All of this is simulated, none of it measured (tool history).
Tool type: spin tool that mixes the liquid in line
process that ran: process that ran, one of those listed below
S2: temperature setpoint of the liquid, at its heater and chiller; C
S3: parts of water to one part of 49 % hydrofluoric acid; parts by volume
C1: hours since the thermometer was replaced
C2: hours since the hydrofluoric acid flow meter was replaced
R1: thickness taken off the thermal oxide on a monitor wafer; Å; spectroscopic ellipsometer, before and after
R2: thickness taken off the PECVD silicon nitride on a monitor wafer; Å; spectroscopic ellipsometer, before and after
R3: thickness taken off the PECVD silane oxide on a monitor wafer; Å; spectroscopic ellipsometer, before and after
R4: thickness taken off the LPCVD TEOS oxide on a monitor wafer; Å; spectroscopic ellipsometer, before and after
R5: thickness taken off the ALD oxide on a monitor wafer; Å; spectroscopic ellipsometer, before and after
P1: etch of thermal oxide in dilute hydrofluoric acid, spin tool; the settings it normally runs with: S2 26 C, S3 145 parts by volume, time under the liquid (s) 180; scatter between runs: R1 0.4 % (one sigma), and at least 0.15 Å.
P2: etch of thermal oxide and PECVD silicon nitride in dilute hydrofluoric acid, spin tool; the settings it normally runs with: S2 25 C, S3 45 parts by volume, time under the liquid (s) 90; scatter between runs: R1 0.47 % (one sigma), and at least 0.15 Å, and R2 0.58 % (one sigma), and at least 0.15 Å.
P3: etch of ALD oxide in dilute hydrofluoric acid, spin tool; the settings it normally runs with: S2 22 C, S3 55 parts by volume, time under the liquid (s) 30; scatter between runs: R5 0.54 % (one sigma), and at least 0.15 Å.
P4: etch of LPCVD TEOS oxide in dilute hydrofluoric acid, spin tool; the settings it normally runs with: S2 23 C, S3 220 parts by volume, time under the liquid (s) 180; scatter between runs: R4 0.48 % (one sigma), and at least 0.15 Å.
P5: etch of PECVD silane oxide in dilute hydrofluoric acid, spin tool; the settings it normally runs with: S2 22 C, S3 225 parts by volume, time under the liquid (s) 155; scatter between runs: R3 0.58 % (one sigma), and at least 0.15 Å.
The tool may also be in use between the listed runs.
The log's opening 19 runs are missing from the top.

Run 20, hour 168.6: process that ran P4, S2 23 C, S3 380 parts by volume, time under the liquid (s) 180; C1 1779.1; C2 72.9. Result: R4 171.22 Å.
Run 21, hour 175.1: process that ran P2, S2 32 C, S3 45 parts by volume, time under the liquid (s) 90; C1 1785.6; C2 79.4. Result: R1 143.78 Å, R2 137.74 Å.
Run 22, hour 184.4: process that ran P1, S2 26 C, S3 145 parts by volume, time under the liquid (s) 180; C1 1794.9; C2 88.7. Result: R1 58.837 Å.
Run 23, hour 193.2: process that ran P5, S2 22 C, S3 225 parts by volume, time under the liquid (s) 155; C1 1803.7; C2 97.5. Result: R3 81.552 Å.
Run 24, hour 200: process that ran P1, S2 26 C, S3 145 parts by volume, time under the liquid (s) 345; C1 1810.5; C2 104.3. Result: R1 111.51 Å.
Run 25, hour 210.2: process that ran P1, S2 21.5 C, S3 145 parts by volume, time under the liquid (s) 180; C1 1820.7; C2 114.5. Result: R1 48.799 Å.
Run 26, hour 218.1: process that ran P1, S2 26 C, S3 145 parts by volume, time under the liquid (s) 180; C1 1828.6; C2 122.4. Result: R1 58.178 Å.
Run 27, hour 230: process that ran P1, S2 26 C, S3 145 parts by volume, time under the liquid (s) 180; C1 1840.5; C2 134.3. Result: R1 57.778 Å.
Run 28, hour 238.6: process that ran P5, S2 22 C, S3 225 parts by volume, time under the liquid (s) 15; C1 1849.1; C2 142.9. Result: R3 7.8169 Å.
Run 29, hour 248: process that ran P1, S2 26 C, S3 145 parts by volume, time under the liquid (s) 180; C1 1858.5; C2 152.3. Result: R1 58.406 Å.
Run 30, hour 258.8: process that ran P2, S2 25 C, S3 45 parts by volume, time under the liquid (s) 15; C1 1869.3; C2 163.1. Result: R1 18.259 Å, R2 14.605 Å.
Run 31, hour 266.8: process that ran P3, S2 28.5 C, S3 55 parts by volume, time under the liquid (s) 30; C1 1877.3; C2 171.1. Result: R5 193.78 Å.
Run 32, hour 278.5: process that ran P1, S2 26 C, S3 145 parts by volume, time under the liquid (s) 180; C1 1889; C2 182.8. Result: R1 58.991 Å.
Run 33, hour 286.3: process that ran P1, S2 26 C, S3 145 parts by volume, time under the liquid (s) 180; C1 1896.8; C2 190.6. Result: R1 59.877 Å.
Run 34, hour 297.1: process that ran P1, S2 26 C, S3 145 parts by volume, time under the liquid (s) 180; C1 1907.6; C2 201.4. Result: R1 61.401 Å.
Run 35, hour 302.5: process that ran P1, S2 26 C, S3 145 parts by volume, time under the liquid (s) 180; C1 1913; C2 206.8. Result: R1 62.184 Å.

What will run 36 give?
Run 36, hour 310.1: process that ran P1, S2 26 C, S3 145 parts by volume, time under the liquid (s) 180; C1 1920.6; C2 214.4. Result: R1 ?.

R1: 62.353 Å

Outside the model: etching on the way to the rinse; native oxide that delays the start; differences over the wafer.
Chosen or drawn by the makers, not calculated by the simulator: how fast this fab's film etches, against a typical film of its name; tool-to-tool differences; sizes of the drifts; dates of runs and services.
